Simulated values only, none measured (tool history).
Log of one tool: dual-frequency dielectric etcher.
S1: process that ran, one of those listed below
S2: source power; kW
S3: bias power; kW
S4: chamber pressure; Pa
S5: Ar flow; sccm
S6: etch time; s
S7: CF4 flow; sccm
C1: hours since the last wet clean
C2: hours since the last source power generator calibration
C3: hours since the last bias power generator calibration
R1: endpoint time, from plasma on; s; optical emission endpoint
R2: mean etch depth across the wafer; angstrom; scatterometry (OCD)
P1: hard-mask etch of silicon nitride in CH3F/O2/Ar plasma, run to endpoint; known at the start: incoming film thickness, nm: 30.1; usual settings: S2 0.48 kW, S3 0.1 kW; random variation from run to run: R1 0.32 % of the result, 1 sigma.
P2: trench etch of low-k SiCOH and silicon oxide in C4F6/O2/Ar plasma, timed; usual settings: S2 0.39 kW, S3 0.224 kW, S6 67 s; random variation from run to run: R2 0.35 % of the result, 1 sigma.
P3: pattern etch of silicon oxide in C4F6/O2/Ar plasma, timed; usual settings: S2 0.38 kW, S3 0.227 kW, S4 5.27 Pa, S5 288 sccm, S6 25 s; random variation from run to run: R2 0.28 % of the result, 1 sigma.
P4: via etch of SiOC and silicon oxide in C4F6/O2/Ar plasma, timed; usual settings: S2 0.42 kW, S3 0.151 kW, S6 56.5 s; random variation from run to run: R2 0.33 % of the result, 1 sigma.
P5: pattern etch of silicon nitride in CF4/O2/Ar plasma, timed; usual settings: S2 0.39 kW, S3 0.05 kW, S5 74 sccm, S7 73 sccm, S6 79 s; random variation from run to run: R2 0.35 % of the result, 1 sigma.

run   hour  S1    S2     S3    S4   S5    S6  S7     C1      C2      C3      R1      R2
  1    4.5  P1  0.48    0.1                       154.9    1738   977.8  37.081
  2   10.3  P1  0.48    0.1                       160.7  1743.8   983.6  36.892
  3   15.9  P3  0.38  0.227  5.27  288    37      166.3  1749.4   989.2          1185.8
  4   21.6  P4  0.42  0.151             56.5        172  1755.1   994.9          631.44
  5   25.9  P5  0.39   0.05         57    79  73  176.3  1759.4   999.2          1234.6
  6   33.3  P1  0.48  0.122                       183.7  1766.8  1006.6  34.244
  7   40.6  P1  0.48    0.1                         191  1774.1  1013.9  36.822
  8   48.9  P1  0.48  0.061                       199.3  1782.4  1022.2  43.844
  9   56.5  P3  0.38  0.227  5.27  288    25      206.9    1790  1029.8          800.19
 10   61.8  P2  0.39  0.168               67      212.2  1795.3  1035.1            2072
 11   67.4  P2  0.39  0.224               67      217.8  1800.9  1040.7          2274.6
      68.8  -- source power generator calibrated
 12   73.8  P3  0.38  0.227   3.8  288    25      224.2       5  1047.1          832.32
 13   81.6  P4  0.42  0.121             56.5        232    12.8  1054.9          588.92
 14   89.5  P4  0.58  0.151             56.5      239.9    20.7  1062.8          712.54
 15   95.5  P1  0.48    0.1                       245.9    26.7  1068.8  36.984
 16  102.4  P2  0.22  0.224               67      252.8    33.6  1075.7          1835.4
 17  109.4  P3  0.38  0.317  5.27  288    25      259.8    40.6  1082.7          896.67
 18  115.1  P3  0.26  0.227  5.27  288    25      265.5    46.3  1088.4          692.81
 19  122.3  P1  0.39  0.128                       272.7    53.5  1095.6  36.386
 20  126.9  P5  0.24   0.05         74    79  73  277.3    58.1  1100.2          787.54
 21  133.4  P5  0.39   0.05         74    79  52  283.8    64.6  1106.7          1144.6
 22  138.1  P1  0.28    0.1                       288.5    69.3  1111.4   45.27
 23    145  P4  0.42  0.151               33      295.4    76.2  1118.3          367.26
 24  150.3  P1  0.66    0.1                       300.7    81.5  1123.6  32.808
 25  155.3  P1  0.48    0.1                       305.7    86.5  1128.6  36.881
 26  162.3  P5  0.39   0.04         74    79  73  312.7    93.5  1135.6          1104.9
 27  167.5  P1  0.57  0.081                       317.9    98.7  1140.8  37.279

The next listed run, before its measurement:
 28  173.6  P5  0.39  0.05      74  56  73  324  104.8  1146.9       ?

Run 28 gave R2 851.52 angstrom.

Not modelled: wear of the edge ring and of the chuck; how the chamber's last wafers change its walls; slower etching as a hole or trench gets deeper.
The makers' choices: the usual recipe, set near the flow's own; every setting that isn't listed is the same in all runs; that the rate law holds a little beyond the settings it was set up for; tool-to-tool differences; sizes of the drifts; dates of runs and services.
